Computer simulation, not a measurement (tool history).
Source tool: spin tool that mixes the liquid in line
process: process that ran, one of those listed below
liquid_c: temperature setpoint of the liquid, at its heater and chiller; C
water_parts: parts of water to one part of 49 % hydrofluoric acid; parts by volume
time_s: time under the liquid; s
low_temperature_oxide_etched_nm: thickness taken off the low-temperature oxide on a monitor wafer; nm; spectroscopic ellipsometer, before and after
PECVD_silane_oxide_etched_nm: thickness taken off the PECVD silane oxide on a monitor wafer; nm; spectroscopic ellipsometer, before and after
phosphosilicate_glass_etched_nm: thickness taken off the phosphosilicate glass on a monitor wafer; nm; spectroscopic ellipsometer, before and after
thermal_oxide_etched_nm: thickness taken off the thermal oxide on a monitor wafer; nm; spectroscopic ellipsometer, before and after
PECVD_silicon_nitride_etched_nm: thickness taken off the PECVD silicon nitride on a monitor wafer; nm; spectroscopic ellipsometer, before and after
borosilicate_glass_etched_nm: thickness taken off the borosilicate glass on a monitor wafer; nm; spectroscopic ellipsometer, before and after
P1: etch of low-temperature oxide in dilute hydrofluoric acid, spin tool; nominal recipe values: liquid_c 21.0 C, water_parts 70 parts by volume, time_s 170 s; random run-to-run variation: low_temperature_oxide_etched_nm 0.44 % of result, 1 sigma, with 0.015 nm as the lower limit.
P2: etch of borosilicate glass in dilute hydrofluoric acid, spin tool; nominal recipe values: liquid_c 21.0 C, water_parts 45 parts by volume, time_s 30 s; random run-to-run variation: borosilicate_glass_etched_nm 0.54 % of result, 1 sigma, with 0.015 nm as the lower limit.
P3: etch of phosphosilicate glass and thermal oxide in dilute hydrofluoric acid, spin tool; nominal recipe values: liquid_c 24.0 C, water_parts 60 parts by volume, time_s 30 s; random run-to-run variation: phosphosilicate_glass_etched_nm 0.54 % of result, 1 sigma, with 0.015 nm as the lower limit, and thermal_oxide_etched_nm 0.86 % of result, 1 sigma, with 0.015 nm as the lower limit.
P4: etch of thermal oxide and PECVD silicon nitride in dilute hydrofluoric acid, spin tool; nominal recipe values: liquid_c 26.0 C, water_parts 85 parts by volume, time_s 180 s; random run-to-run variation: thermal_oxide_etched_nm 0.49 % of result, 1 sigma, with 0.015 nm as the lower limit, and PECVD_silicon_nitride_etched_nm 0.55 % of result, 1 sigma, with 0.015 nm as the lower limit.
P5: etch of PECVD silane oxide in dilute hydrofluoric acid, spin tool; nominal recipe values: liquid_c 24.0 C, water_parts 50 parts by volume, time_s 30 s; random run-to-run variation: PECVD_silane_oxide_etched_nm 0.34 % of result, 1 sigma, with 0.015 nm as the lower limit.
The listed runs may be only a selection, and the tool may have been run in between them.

run,hour,process,liquid_c,water_parts,time_s,hours since the thermometer was replaced,hours since the hydrofluoric acid flow meter was replaced,low_temperature_oxide_etched_nm,PECVD_silane_oxide_etched_nm,phosphosilicate_glass_etched_nm,thermal_oxide_etched_nm,PECVD_silicon_nitride_etched_nm,borosilicate_glass_etched_nm
1,12.8,P1,21.0,70,170,161.1,1421.8,33.247,,,,,
2,23.6,P5,24.0,50,60,171.9,1432.6,,53.781,,,,
3,29.8,P3,24.0,35,30,178.1,1438.8,,,89.444,4.3422,,
4,37.6,P1,21.0,30,170,185.9,1446.6,81.024,,,,,
5,43.2,P1,21.0,70,170,191.5,1452.2,32.990,,,,,
6,53.1,P1,17.0,20,170,201.4,1462.1,102.880,,,,,
7,64.3,P1,21.0,70,170,212.6,1473.3,33.139,,,,,
8,75.6,P1,21.0,70,75,223.9,1484.6,14.549,,,,,
9,85.9,P4,26.0,85,180,234.2,1494.9,,,,10.7790,8.3398,
10,97.4,P1,24.5,70,170,245.7,1506.4,38.247,,,,,
11,108.8,P1,21.0,70,170,257.1,1517.8,33.181,,,,,
12,116.2,P2,17.0,45,30,264.5,1525.2,,,,,,22.904
13,124.5,P1,17.0,70,170,272.8,1533.5,27.896,,,,,
14,131.8,P3,24.0,60,55,280.1,1540.8,,,91.596,4.5322,,
15,141.6,P1,21.0,70,280,289.9,1550.6,54.193,,,,,
16,154.5,P4,26.0,30,180,302.8,1563.5,,,,32.8530,23.0970,
17,162.9,P3,24.0,60,30,311.2,1571.9,,,50.565,2.4870,,
18,173.4,P2,21.0,45,30,321.7,1582.4,,,,,,27.039
19,180.7,P1,21.0,115,170,329.0,1589.7,19.137,,,,,
20,187.7,P5,24.0,50,30,336.0,1596.7,,26.803,,,,
21,198.7,P3,30.5,60,30,347.0,1607.7,,,64.931,3.2414,,
22,206.5,P2,21.0,45,30,354.8,1615.5,,,,,,27.252
23,212.9,P5,24.0,20,30,361.2,1621.9,,69.743,,,,
24,224.9,P2,21.0,45,15,373.2,1633.9,,,,,,13.504

What will run 25 give?
25,230.9,P1,21.0,70,170,379.2,1639.9,?,,,,,

Run 25 gave low_temperature_oxide_etched_nm 33.273 nm.
